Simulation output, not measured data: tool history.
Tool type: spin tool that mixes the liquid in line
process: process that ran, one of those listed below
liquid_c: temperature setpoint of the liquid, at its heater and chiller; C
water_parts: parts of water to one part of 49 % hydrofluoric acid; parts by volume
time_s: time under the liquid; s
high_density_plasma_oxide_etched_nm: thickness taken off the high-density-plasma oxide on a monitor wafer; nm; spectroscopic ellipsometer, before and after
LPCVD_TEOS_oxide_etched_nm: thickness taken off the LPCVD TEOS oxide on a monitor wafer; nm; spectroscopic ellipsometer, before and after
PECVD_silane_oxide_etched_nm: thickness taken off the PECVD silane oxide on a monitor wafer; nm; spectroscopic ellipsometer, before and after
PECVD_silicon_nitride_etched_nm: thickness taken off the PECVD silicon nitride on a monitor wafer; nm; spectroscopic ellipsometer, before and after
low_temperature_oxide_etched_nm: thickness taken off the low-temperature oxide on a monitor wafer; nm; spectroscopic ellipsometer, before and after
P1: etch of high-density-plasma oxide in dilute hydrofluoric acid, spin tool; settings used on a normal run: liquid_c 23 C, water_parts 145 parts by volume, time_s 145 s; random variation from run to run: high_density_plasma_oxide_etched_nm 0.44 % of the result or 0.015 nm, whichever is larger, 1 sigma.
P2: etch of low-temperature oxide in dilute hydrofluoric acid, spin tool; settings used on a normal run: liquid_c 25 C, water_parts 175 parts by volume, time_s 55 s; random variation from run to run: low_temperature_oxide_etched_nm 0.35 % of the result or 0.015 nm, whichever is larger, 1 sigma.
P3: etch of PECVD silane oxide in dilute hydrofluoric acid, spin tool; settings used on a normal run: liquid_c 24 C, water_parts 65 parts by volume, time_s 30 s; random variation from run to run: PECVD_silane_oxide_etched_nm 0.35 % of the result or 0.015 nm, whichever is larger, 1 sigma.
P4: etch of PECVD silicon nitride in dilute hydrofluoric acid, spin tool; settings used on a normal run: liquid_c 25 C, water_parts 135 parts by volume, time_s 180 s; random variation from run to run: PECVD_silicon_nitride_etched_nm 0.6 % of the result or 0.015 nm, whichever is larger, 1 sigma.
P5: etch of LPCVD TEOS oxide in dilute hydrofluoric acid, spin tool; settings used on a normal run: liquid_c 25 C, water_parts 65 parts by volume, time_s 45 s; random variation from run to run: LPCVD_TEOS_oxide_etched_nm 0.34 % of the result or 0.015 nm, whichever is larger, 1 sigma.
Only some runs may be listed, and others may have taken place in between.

run	day	process	liquid_c	water_parts	time_s	high_density_plasma_oxide_etched_nm	LPCVD_TEOS_oxide_etched_nm	PECVD_silane_oxide_etched_nm	PECVD_silicon_nitride_etched_nm	low_temperature_oxide_etched_nm
1	0.392	P1	23	145	145	6.1792				
2	0.662	P5	25	65	45		42.684			
3	1.021	P3	24	65	30			18.456		
4	1.408	P5	21	65	45		36.07			
5	1.725	P3	17	65	30			13.796		
6	2.246	P1	31	145	145	8.4244				
7	2.779	P1	23	145	145	6.2193				
8	3.062	P1	23	145	145	6.1559				
9	3.496	P1	18.5	40	145	21.107				
10	4.046	P4	25	135	180				5.4205	
11	4.5	P1	23	145	80	3.4445				
12	4.762	P2	20	175	55					7.8422
13	5.225	P1	23	145	270	11.656				
14	5.792	P5	25	65	80		75.514			
15	6.2	P1	23	220	145	3.7837				
16	6.712	P3	24	20	30			64.254		
17	7.188	P4	18	135	180				3.442	
18	7.621	P1	23	145	145	6.2097				
19	8.104	P1	23	45	145	22.55				
20	8.467	P1	17	145	145	4.9319				
21	8.908	P2	25	175	55					9.4694
22	9.2	P3	24	65	15			9.1895		
23	9.783	P5	25	20	45		147.29			
24	10.233	P2	25	285	55					5.1158
25	10.517	P4	25	135	180				5.4559	
26	10.983	P4	25	135	15				0.45543	
27	11.554	P1	23	145	145	6.2499				
28	11.854	P2	25	175	90					15.454
29	12.233	P4	25	245	180				3.0228	

Run 30 is up next; what results do you expect?
30	12.6	P1	23	145	145	?				

Run 30 gave high_density_plasma_oxide_etched_nm 6.2335 nm.

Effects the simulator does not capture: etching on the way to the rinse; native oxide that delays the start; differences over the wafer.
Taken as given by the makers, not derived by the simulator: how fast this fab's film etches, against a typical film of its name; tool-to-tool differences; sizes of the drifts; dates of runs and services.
